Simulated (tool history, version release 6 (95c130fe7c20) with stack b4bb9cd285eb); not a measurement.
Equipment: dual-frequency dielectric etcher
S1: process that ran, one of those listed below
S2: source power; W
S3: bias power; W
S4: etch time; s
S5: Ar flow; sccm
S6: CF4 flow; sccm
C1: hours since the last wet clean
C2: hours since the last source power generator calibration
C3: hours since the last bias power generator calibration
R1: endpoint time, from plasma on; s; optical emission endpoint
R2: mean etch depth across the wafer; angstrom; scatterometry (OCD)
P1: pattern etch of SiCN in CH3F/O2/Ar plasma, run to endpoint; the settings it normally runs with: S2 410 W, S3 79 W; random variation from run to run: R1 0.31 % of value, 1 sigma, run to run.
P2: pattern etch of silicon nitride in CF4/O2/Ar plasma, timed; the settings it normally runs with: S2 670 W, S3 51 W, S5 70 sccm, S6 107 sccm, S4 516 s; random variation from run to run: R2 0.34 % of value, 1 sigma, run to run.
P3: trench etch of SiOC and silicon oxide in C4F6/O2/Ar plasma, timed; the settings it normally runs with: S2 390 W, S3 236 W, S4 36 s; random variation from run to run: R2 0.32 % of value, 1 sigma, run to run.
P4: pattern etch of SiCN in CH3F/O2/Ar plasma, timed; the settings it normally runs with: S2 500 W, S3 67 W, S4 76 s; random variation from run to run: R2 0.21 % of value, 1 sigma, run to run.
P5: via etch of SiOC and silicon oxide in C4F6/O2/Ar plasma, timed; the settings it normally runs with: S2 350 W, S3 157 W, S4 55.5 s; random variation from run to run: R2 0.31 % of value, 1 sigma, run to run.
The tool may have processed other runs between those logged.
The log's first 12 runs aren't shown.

{"run": 13, "hour": 109.7, "S1": "P2", "S2": 670, "S3": 51, "S4": 516, "S5": 70, "S6": 66, "C1": 304.9, "C2": 1472, "C3": 2238.6, "R2": 12450}
{"run": 14, "hour": 116.5, "S1": "P1", "S2": 410, "S3": 112, "C1": 311.7, "C2": 1478.8, "C3": 2245.4, "R1": 14.793}
{"run": 15, "hour": 127.2, "S1": "P5", "S2": 350, "S3": 157, "S4": 31, "C1": 322.4, "C2": 1489.5, "C3": 2256.1, "R2": 307.39}
{"run": 16, "hour": 133.4, "S1": "P2", "S2": 670, "S3": 51, "S4": 297.5, "S5": 70, "S6": 107, "C1": 328.6, "C2": 1495.7, "C3": 2262.3, "R2": 7601.8}
{"run": 17, "hour": 142.7, "S1": "P2", "S2": 670, "S3": 51, "S4": 516, "S5": 91, "S6": 107, "C1": 337.9, "C2": 1505, "C3": 2271.6, "R2": 12790}
{"run": 18, "hour": 152.4, "S1": "P5", "S2": 250, "S3": 157, "S4": 55.5, "C1": 347.6, "C2": 1514.7, "C3": 2281.3, "R2": 487.34}
{"run": 19, "hour": 159.8, "S1": "P3", "S2": 390, "S3": 326, "S4": 36, "C1": 355, "C2": 1522.1, "C3": 2288.7, "R2": 851.42}
{"run": 20, "hour": 169.1, "S1": "P1", "S2": 330, "S3": 79, "C1": 364.3, "C2": 1531.4, "C3": 2298, "R1": 18.183}
{"run": 21, "hour": 178.6, "S1": "P1", "S2": 520, "S3": 79, "C1": 373.8, "C2": 1540.9, "C3": 2307.5, "R1": 15.431}
{"run": 22, "hour": 186.0, "S1": "P4", "S2": 500, "S3": 67, "S4": 76, "C1": 381.2, "C2": 1548.3, "C3": 2314.9, "R2": 299.05}
{"hour": 190.0, "done": "wet clean of the chamber"}
{"run": 23, "hour": 191.6, "S1": "P2", "S2": 670, "S3": 72, "S4": 516, "S5": 70, "S6": 107, "C1": 1.6, "C2": 1553.9, "C3": 2320.5, "R2": 15045}
{"run": 24, "hour": 197.9, "S1": "P2", "S2": 400, "S3": 51, "S4": 516, "S5": 70, "S6": 107, "C1": 7.9, "C2": 1560.2, "C3": 2326.8, "R2": 8397.6}
{"run": 25, "hour": 205.7, "S1": "P4", "S2": 500, "S3": 67, "S4": 97.5, "C1": 15.7, "C2": 1568, "C3": 2334.6, "R2": 382.58}

Run 26 is up next; what results do you expect?
{"run": 26, "hour": 211.3, "S1": "P2", "S2": 670, "S3": 51, "S4": 516, "S5": 70, "S6": 107, "C1": 21.3, "C2": 1573.6, "C3": 2340.2, "R2": "?"}

Run 26 gave R2 13213 angstrom.
